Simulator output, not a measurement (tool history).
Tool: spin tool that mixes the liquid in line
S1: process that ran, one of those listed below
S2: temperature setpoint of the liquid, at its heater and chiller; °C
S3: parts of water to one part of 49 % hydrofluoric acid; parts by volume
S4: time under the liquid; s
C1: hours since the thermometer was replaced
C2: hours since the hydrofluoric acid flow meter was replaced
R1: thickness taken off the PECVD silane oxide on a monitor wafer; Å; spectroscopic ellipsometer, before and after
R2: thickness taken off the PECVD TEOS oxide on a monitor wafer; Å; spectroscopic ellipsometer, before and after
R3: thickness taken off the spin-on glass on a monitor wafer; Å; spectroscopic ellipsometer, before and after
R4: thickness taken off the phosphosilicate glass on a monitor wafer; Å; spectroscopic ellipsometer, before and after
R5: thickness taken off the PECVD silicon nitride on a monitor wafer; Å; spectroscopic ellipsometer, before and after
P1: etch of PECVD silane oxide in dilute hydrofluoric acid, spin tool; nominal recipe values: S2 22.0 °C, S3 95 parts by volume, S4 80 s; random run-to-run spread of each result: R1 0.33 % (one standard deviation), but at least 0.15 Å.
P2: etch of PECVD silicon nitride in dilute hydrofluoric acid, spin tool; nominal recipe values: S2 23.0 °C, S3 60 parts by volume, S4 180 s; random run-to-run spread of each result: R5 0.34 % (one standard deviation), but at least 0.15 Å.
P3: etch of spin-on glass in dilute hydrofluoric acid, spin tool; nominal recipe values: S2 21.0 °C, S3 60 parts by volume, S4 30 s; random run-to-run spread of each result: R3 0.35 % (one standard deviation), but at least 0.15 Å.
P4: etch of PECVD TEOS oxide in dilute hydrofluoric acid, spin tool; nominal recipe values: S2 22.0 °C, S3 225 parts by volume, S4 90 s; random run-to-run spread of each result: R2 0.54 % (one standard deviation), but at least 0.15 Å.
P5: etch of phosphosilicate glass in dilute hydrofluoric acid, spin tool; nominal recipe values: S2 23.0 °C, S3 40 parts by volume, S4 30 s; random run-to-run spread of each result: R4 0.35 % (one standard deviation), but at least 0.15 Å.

{"run": 1, "hour": 6.4, "S1": "P1", "S2": 22.0, "S3": 95, "S4": 80, "C1": 565.1, "C2": 653.1, "R1": 348.34}
{"run": 2, "hour": 16.0, "S1": "P1", "S2": 22.0, "S3": 35, "S4": 80, "C1": 574.7, "C2": 662.7, "R1": 1015.8}
{"run": 3, "hour": 25.2, "S1": "P1", "S2": 27.5, "S3": 25, "S4": 80, "C1": 583.9, "C2": 671.9, "R1": 1810.3}
{"run": 4, "hour": 38.5, "S1": "P1", "S2": 22.0, "S3": 95, "S4": 20, "C1": 597.2, "C2": 685.2, "R1": 87.409}
{"run": 5, "hour": 51.1, "S1": "P4", "S2": 22.0, "S3": 225, "S4": 90, "C1": 609.8, "C2": 697.8, "R2": 43.96}
{"run": 6, "hour": 62.9, "S1": "P4", "S2": 22.0, "S3": 225, "S4": 90, "C1": 621.6, "C2": 709.6, "R2": 44.563}
{"run": 7, "hour": 71.8, "S1": "P4", "S2": 17.0, "S3": 225, "S4": 90, "C1": 630.5, "C2": 718.5, "R2": 36.421}
{"run": 8, "hour": 80.5, "S1": "P1", "S2": 22.0, "S3": 95, "S4": 80, "C1": 639.2, "C2": 727.2, "R1": 346.59}
{"run": 9, "hour": 87.3, "S1": "P3", "S2": 21.0, "S3": 60, "S4": 30, "C1": 646.0, "C2": 734.0, "R3": 255.18}
{"run": 10, "hour": 93.3, "S1": "P1", "S2": 18.0, "S3": 95, "S4": 80, "C1": 652.0, "C2": 740.0, "R1": 294.59}
{"hour": 96.5, "done": "hydrofluoric acid flow meter replaced"}
{"run": 11, "hour": 99.5, "S1": "P5", "S2": 23.0, "S3": 40, "S4": 30, "C1": 658.2, "C2": 3.0, "R4": 1565.9}
{"run": 12, "hour": 107.4, "S1": "P2", "S2": 23.0, "S3": 60, "S4": 180, "C1": 666.1, "C2": 10.9, "R5": 108.61}
{"run": 13, "hour": 117.6, "S1": "P1", "S2": 22.0, "S3": 95, "S4": 80, "C1": 676.3, "C2": 21.1, "R1": 346.78}
{"run": 14, "hour": 125.5, "S1": "P4", "S2": 22.0, "S3": 225, "S4": 145, "C1": 684.2, "C2": 29.0, "R2": 70.399}
{"run": 15, "hour": 136.4, "S1": "P1", "S2": 22.0, "S3": 95, "S4": 80, "C1": 695.1, "C2": 39.9, "R1": 347.23}
{"run": 16, "hour": 146.3, "S1": "P1", "S2": 22.0, "S3": 95, "S4": 80, "C1": 705.0, "C2": 49.8, "R1": 349.24}
{"hour": 156.2, "done": "thermometer replaced"}
{"run": 17, "hour": 156.8, "S1": "P1", "S2": 22.0, "S3": 95, "S4": 80, "C1": 0.6, "C2": 60.3, "R1": 348.86}
{"run": 18, "hour": 168.6, "S1": "P2", "S2": 23.0, "S3": 20, "S4": 180, "C1": 12.4, "C2": 72.1, "R5": 314.83}
{"run": 19, "hour": 179.1, "S1": "P5", "S2": 23.0, "S3": 40, "S4": 15, "C1": 22.9, "C2": 82.6, "R4": 785.97}
{"run": 20, "hour": 190.0, "S1": "P1", "S2": 22.0, "S3": 170, "S4": 125, "C1": 33.8, "C2": 93.5, "R1": 277.98}
{"run": 21, "hour": 200.9, "S1": "P2", "S2": 23.0, "S3": 60, "S4": 50, "C1": 44.7, "C2": 104.4, "R5": 30.238}
{"run": 22, "hour": 210.7, "S1": "P1", "S2": 22.0, "S3": 155, "S4": 80, "C1": 54.5, "C2": 114.2, "R1": 200.1}
{"run": 23, "hour": 218.5, "S1": "P1", "S2": 28.0, "S3": 95, "S4": 80, "C1": 62.3, "C2": 122.0, "R1": 439.75}
{"run": 24, "hour": 230.2, "S1": "P5", "S2": 30.5, "S3": 40, "S4": 30, "C1": 74.0, "C2": 133.7, "R4": 2112.9}
{"run": 25, "hour": 243.4, "S1": "P1", "S2": 22.0, "S3": 95, "S4": 140, "C1": 87.2, "C2": 146.9, "R1": 611.81}
{"run": 26, "hour": 253.9, "S1": "P3", "S2": 21.0, "S3": 60, "S4": 15, "C1": 97.7, "C2": 157.4, "R3": 128.57}
{"run": 27, "hour": 266.5, "S1": "P5", "S2": 23.0, "S3": 70, "S4": 30, "C1": 110.3, "C2": 170.0, "R4": 863.06}
{"run": 28, "hour": 279.1, "S1": "P5", "S2": 23.0, "S3": 40, "S4": 30, "C1": 122.9, "C2": 182.6, "R4": 1560.2}
{"run": 29, "hour": 289.5, "S1": "P2", "S2": 23.0, "S3": 60, "S4": 180, "C1": 133.3, "C2": 193.0, "R5": 109.31}
{"run": 30, "hour": 300.1, "S1": "P1", "S2": 22.0, "S3": 95, "S4": 80, "C1": 143.9, "C2": 203.6, "R1": 347.75}
{"run": 31, "hour": 310.6, "S1": "P3", "S2": 21.0, "S3": 110, "S4": 30, "C1": 154.4, "C2": 214.1, "R3": 130.93}
{"run": 32, "hour": 322.9, "S1": "P2", "S2": 31.5, "S3": 60, "S4": 180, "C1": 166.7, "C2": 226.4, "R5": 190.82}
{"run": 33, "hour": 331.9, "S1": "P3", "S2": 17.0, "S3": 60, "S4": 30, "C1": 175.7, "C2": 235.4, "R3": 215.42}
{"run": 34, "hour": 343.8, "S1": "P4", "S2": 22.0, "S3": 45, "S4": 90, "C1": 187.6, "C2": 247.3, "R2": 267.45}
{"run": 35, "hour": 351.3, "S1": "P1", "S2": 22.0, "S3": 150, "S4": 145, "C1": 195.1, "C2": 254.8, "R1": 375.16}
{"run": 36, "hour": 357.2, "S1": "P1", "S2": 22.0, "S3": 95, "S4": 80, "C1": 201.0, "C2": 260.7, "R1": 347.26}
{"run": 37, "hour": 367.1, "S1": "P1", "S2": 22.0, "S3": 95, "S4": 80, "C1": 210.9, "C2": 270.6, "R1": 336.46}
{"run": 38, "hour": 373.0, "S1": "P1", "S2": 22.0, "S3": 95, "S4": 80, "C1": 216.8, "C2": 276.5, "R1": 333.52}
{"run": 39, "hour": 385.9, "S1": "P1", "S2": 22.0, "S3": 95, "S4": 80, "C1": 229.7, "C2": 289.4, "R1": 324.22}
{"run": 40, "hour": 391.7, "S1": "P1", "S2": 22.0, "S3": 95, "S4": 80, "C1": 235.5, "C2": 295.2, "R1": 324.12}
{"run": 41, "hour": 398.5, "S1": "P1", "S2": 22.0, "S3": 95, "S4": 80, "C1": 242.3, "C2": 302.0, "R1": 321.55}
{"run": 42, "hour": 404.6, "S1": "P1", "S2": 22.0, "S3": 95, "S4": 80, "C1": 248.4, "C2": 308.1, "R1": 320.6}
{"run": 43, "hour": 417.1, "S1": "P1", "S2": 22.0, "S3": 95, "S4": 80, "C1": 260.9, "C2": 320.6, "R1": 320.29}
{"run": 44, "hour": 428.4, "S1": "P1", "S2": 22.0, "S3": 95, "S4": 80, "C1": 272.2, "C2": 331.9, "R1": 318.43}
{"run": 45, "hour": 439.7, "S1": "P1", "S2": 22.0, "S3": 95, "S4": 80, "C1": 283.5, "C2": 343.2, "R1": 318.76}
{"run": 46, "hour": 447.7, "S1": "P1", "S2": 22.0, "S3": 95, "S4": 80, "C1": 291.5, "C2": 351.2, "R1": 317.09}
{"run": 47, "hour": 453.6, "S1": "P1", "S2": 22.0, "S3": 95, "S4": 80, "C1": 297.4, "C2": 357.1, "R1": 317.34}

The output of P1 has drifted from where it used to be. Each of the 2 causes below, taken at the size shown beside it, accounts for the log equally well:
A: liquid colder than its thermometer reads (K) = 2.23
B: hydrofluoric acid flow below the setpoint (%) = 7.83
Onset of the creep was near hour 357.2.

The check runs listed below each take one wafer, and their results are still question marks. Under which run would the listed causes lead to clearly different results?
{"run": "check 1", "hour": 459.5, "S1": "P5", "S2": 29.5, "S3": 40, "S4": 15, "R4": "?"}
{"run": "check 2", "hour": 459.5, "S1": "P4", "S2": 22.0, "S3": 60, "S4": 145, "R2": "?"}
{"run": "check 3", "hour": 459.5, "S1": "P2", "S2": 30.0, "S3": 60, "S4": 180, "R5": "?"}
{"run": "check 4", "hour": 459.5, "S1": "P3", "S2": 21.0, "S3": 60, "S4": 15, "R3": "?"}

What each check would give under each cause:
check=check_1 result=R4 if_A=932.09 if_B=934.57
check=check_2 result=R2 if_A=291.340 if_B=292.940
check=check_3 result=R5 if_A=150.050 if_B=159.820
check=check_4 result=R3 if_A=116.58 if_B=117.33
Smallest distance between any two causes, each pair judged by its most separating result, in per cent: check 1 0.27 %; check 2 0.55 %; check 3 6.3 %; check 4 0.64 %
Of the check runs offered, only check 3 discriminates between the causes; the rest would read about the same regardless of which cause applies.

Check 3 has now been run. It gave: R5 150.300 Å. Which of the candidate causes is it?

The cause is A: liquid colder than its thermometer reads (K).

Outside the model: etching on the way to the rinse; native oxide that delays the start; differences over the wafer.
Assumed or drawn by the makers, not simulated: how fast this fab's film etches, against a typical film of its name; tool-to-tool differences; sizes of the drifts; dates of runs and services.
